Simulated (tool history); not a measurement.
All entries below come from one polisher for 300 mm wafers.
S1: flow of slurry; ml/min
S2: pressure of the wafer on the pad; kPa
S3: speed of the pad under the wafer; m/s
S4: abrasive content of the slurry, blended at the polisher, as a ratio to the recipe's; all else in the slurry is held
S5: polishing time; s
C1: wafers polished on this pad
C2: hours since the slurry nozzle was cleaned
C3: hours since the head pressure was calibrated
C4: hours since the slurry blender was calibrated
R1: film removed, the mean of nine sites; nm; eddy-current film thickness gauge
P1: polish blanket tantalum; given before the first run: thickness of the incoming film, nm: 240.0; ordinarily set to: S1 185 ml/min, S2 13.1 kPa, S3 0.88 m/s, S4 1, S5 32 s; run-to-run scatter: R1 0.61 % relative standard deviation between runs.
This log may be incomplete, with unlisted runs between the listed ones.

run 1 day=0.267 | S1=185 S2=13.1 S3=0.88 S4=1 S5=32 | C1=399 C2=190.9 C3=423 C4=46.3 | R1=42.052
run 2 day=0.467 | S1=185 S2=13.1 S3=0.88 S4=0.6 S5=32 | C1=444 C2=195.7 C3=427.8 C4=51.1 | R1=35.015
run 3 day=0.6 | S1=185 S2=13.1 S3=0.88 S4=1 S5=32 | C1=474 C2=198.9 C3=431 C4=54.3 | R1=42.359
run 4 day=0.729 | S1=185 S2=13.1 S3=0.88 S4=1 S5=32 | C1=503 C2=202 C3=434.1 C4=57.4 | R1=41.559
-- day=0.825 head pressure recalibrated
run 5 day=0.9 | S1=185 S2=13.1 S3=0.88 S4=0.8 S5=20 | C1=542 C2=206.1 C3=1.9 C4=61.5 | R1=24.481
run 6 day=1.088 | S1=185 S2=13.1 S3=0.88 S4=1 S5=32 | C1=584 C2=210.6 C3=6.4 C4=66 | R1=42.155
run 7 day=1.342 | S1=185 S2=13.1 S3=0.88 S4=1.4 S5=32 | C1=641 C2=216.7 C3=12.5 C4=72.1 | R1=45.891
run 8 day=1.554 | S1=185 S2=13.1 S3=0.88 S4=1 S5=32 | C1=689 C2=221.8 C3=17.6 C4=77.2 | R1=41.9
run 9 day=1.7 | S1=185 S2=6.2 S3=1.28 S4=1 S5=32 | C1=722 C2=225.3 C3=21.1 C4=80.7 | R1=29.103
run 10 day=1.95 | S1=250 S2=13.1 S3=0.88 S4=1 S5=32 | C1=779 C2=231.3 C3=27.1 C4=86.7 | R1=43.699
run 11 day=2.167 | S1=110 S2=13.1 S3=0.88 S4=1 S5=32 | C1=828 C2=236.5 C3=32.3 C4=91.9 | R1=38.291
run 12 day=2.4 | S1=185 S2=21.4 S3=0.88 S4=1 S5=32 | C1=880 C2=242.1 C3=37.9 C4=97.5 | R1=68.614
run 13 day=2.6 | S1=185 S2=13.1 S3=0.88 S4=1 S5=49 | C1=925 C2=246.9 C3=42.7 C4=102.3 | R1=64.766
run 14 day=2.825 | S1=185 S2=13.1 S3=0.44 S4=1 S5=32 | C1=976 C2=252.3 C3=48.1 C4=107.7 | R1=20.874
run 15 day=2.992 | S1=185 S2=13.1 S3=1.36 S4=1 S5=32 | C1=1014 C2=256.3 C3=52.1 C4=111.7 | R1=64.211
run 16 day=3.179 | S1=185 S2=8.3 S3=0.88 S4=1 S5=32 | C1=1056 C2=260.8 C3=56.6 C4=116.2 | R1=26.779

Estimate the outcome of run 17 from the log above:
run 17 day=3.388 | S1=185 S2=13.1 S3=0.88 S4=1 S5=32 | C1=1103 C2=265.8 C3=61.6 C4=121.2 | R1=?

For run 17 the tool returned R1 41.87 nm.
